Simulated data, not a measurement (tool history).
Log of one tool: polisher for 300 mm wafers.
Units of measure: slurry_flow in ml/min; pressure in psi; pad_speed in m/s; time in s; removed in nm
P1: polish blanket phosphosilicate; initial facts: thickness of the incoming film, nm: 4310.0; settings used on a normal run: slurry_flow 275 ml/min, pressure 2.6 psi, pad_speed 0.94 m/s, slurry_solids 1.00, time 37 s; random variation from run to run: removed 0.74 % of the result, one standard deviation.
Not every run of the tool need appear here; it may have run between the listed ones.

run	hour	slurry_flow	pressure	pad_speed	slurry_solids	time	wafers polished on this pad	hours since the slurry nozzle was cleaned	hours since the head pressure was calibrated	hours since the slurry blender was calibrated	hours since the conditioning disc was replaced	removed
1	10.2	275	2.6	0.94	1.00	37	611	224.9	206.6	77.3	188.7	249.99
2	22.1	275	2.6	0.94	1.00	17	772	236.8	218.5	89.2	200.6	113.78
3	35.0	275	2.6	0.94	1.00	50	946	249.7	231.4	102.1	213.5	333.45
4	48.2	275	2.6	1.42	1.00	37	1125	262.9	244.6	115.3	226.7	344.22
5	59.0	275	1.2	0.94	1.00	37	1271	273.7	255.4	126.1	237.5	114.03
6	69.0	275	2.6	0.94	1.00	37	1406	283.7	265.4	136.1	247.5	244.65
7	75.9	195	2.6	0.94	1.00	37	1499	290.6	272.3	143.0	254.4	238.64
8	83.0	275	2.6	0.94	1.00	37	1595	297.7	279.4	150.1	261.5	246.00
9	93.2	275	3.5	0.48	1.00	37	1733	307.9	289.6	160.3	271.7	195.20
10	103.7	275	2.6	0.94	1.35	37	1875	318.4	300.1	170.8	282.2	280.75
11	114.1	275	2.6	0.94	0.60	37	2015	328.8	310.5	181.2	292.6	188.31
12	125.3	275	3.9	0.94	1.00	37	2167	340.0	321.7	192.4	303.8	368.79
13	136.7	380	2.6	0.94	1.00	37	2321	351.4	333.1	203.8	315.2	256.33
14	148.7	275	2.6	0.42	1.00	37	2483	363.4	345.1	215.8	327.2	130.06
15	155.5	275	2.6	0.94	1.00	37	2575	370.2	351.9	222.6	334.0	249.28
16	163.9	275	2.6	0.94	1.00	37	2688	378.6	360.3	231.0	342.4	248.45
17	177.2	275	2.6	0.94	1.00	37	2868	391.9	373.6	244.3	355.7	245.67
18	191.5	275	2.6	0.94	1.00	37	3061	406.2	387.9	258.6	370.0	247.26
19	199.3	275	2.6	0.94	1.00	37	3167	414.0	395.7	266.4	377.8	234.28
20	208.7	275	2.6	0.94	1.00	37	3294	423.4	405.1	275.8	387.2	232.06
21	218.0	275	2.6	0.94	1.00	37	3419	432.7	414.4	285.1	396.5	226.52
# hour 221.1: slurry nozzle cleaned
22	228.1	275	2.6	0.94	1.00	37	3556	7.0	424.5	295.2	406.6	221.86
# hour 233.3: conditioning disc replaced and pad reconditioned
# hour 233.7: worn pad replaced by a new one
23	239.7	275	2.6	0.94	1.00	37	81	18.6	436.1	306.8	6.5	223.86
24	249.6	275	2.6	0.94	1.00	37	215	28.5	446.0	316.7	16.4	222.62
25	258.8	275	2.6	0.94	1.00	37	339	37.7	455.2	325.9	25.6	222.21
26	267.9	275	2.6	0.94	1.00	37	462	46.8	464.3	335.0	34.7	222.67

What P1 gives has crept off from where it sat before. The 2 causes that follow fit the log equally well, each at the size noted:
A: abrasive missing from the slurry, % = 21.1
B: head's pressure below its setpoint, % = 10.8
The drift started at roughly hour 191.5.
Other possible causes, and why each is ruled out:
removal rate lost through wear of the pad, %: was serviced at hour 233.7, once the creep was under way, yet the earlier output never came back
slurry flow missing at the pad, %: was serviced at hour 221.1, once the creep was under way, yet the earlier output never came back
time polished since the conditioner stopped cutting, s: was serviced at hour 233.3, once the creep was under way, yet the earlier output never came back

The list below offers 4 check runs, each averaging the results of 5 wafers, and shows each result as a question mark. For which of them would the listed causes give clearly different results?
check 1	277.0	275	3.8	1.36	1.00	37						?
check 2	277.0	275	2.6	1.28	0.65	37						?
check 3	277.0	275	2.6	0.42	1.00	24						?
check 4	277.0	275	3.5	1.30	1.00	37						?

If the cause were each of the candidates in turn, the checks would give the following:
check	result	if A	if B
check 1	removed	433.480	433.660
check 2	removed	221.330	227.090
check 3	removed	75.151	75.183
check 4	removed	385.100	385.260
Separation of the two closest causes in each check, using whichever result separates them best: check 1 0.04 %; check 2 2.57 %; check 3 0.04 %; check 4 0.04 %
Check 2 tells the causes apart: in the others they would give nearly the same result.

Check 2 has now been run. It gave: removed 227.460 nm. Which of the candidate causes is it?

B is the cause: head's pressure below its setpoint, %.
